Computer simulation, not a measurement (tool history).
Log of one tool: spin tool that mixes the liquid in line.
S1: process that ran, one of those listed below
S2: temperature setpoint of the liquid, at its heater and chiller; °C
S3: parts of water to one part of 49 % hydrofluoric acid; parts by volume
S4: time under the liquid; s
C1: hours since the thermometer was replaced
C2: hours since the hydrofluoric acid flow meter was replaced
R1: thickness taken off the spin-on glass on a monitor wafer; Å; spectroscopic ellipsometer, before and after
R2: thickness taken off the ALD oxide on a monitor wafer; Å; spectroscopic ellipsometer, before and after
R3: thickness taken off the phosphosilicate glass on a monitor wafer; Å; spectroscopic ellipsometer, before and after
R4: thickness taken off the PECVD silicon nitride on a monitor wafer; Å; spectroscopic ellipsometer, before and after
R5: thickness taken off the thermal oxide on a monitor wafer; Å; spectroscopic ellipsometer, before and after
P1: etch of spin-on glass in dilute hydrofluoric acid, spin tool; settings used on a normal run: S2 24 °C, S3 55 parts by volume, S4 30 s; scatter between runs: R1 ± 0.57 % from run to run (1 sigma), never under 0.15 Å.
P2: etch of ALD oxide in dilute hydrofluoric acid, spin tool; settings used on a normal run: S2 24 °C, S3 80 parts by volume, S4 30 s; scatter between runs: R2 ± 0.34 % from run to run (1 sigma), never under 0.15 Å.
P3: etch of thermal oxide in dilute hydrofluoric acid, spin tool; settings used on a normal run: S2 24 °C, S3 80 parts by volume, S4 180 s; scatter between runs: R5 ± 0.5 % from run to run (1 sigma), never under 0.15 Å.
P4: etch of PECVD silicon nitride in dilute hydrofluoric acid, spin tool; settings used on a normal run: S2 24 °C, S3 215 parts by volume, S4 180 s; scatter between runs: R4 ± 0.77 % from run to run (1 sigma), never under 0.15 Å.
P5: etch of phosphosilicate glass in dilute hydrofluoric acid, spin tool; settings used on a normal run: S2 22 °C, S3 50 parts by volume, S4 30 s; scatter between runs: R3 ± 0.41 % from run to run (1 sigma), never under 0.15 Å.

run	hour	S1	S2	S3	S4	C1	C2	R1	R2	R3	R4	R5
1	16.7	P1	24	55	30	1132	602.4	163.53				
2	27.8	P2	24	80	30	1143.1	613.5		111.77			
3	35.7	P5	22	50	30	1151	621.4			1042.4		
4	52.7	P4	24	215	180	1168	638.4				35.802	
5	65.8	P3	24	80	180	1181.1	651.5					111.93
6	76.5	P1	24	55	30	1191.8	662.2	161.98				
7	91.8	P5	22	75	30	1207.1	677.5			671.21		
8	104.2	P4	24	215	180	1219.5	689.9				35.62	
9	121.3	P1	19.5	55	30	1236.6	707	135.02				
10	133.9	P3	24	80	30	1249.2	719.6					18.468
11	147.6	P5	22	50	55	1262.9	733.3			1906.5		
12	163.3	P2	24	80	15	1278.6	749		55.854			
13	171.7	P1	19	55	45	1287	757.4	198.36				
14	184.5	P5	28	50	30	1299.8	770.2			1317.1		
15	196.7	P1	24	30	30	1312	782.4	309.64				
# hour 203.8: hydrofluoric acid flow meter replaced
16	207.3	P1	24	90	55	1322.6	3.5	172.46				
17	221	P2	24	20	30	1336.3	17.2		482.2			
18	236.2	P2	31.5	80	30	1351.5	32.4		150.42			
19	246.3	P3	24	130	180	1361.6	42.5					64.697
20	255.1	P1	24	55	15	1370.4	51.3	81.056				
21	268.9	P1	24	55	30	1384.2	65.1	163.04				
22	285.3	P1	24	55	65	1400.6	81.5	353.43				
23	299.8	P1	24	55	30	1415.1	96	164.16				
24	312	P3	29.5	80	180	1427.3	108.2					140.13
25	326.4	P1	24	90	30	1441.7	122.6	95.682				
26	337.6	P4	24	90	180	1452.9	133.8				84.27	
27	345.2	P4	31.5	215	180	1460.5	141.4				56.05	
28	353.7	P4	24	215	345	1469	149.9				67.815	
29	370.7	P1	31.5	55	30	1486	166.9	219.21				

Run 30 comes next. What will it give?
30	378.7	P1	24	95	55	1494	174.9	?				

R1: 165.46 Å
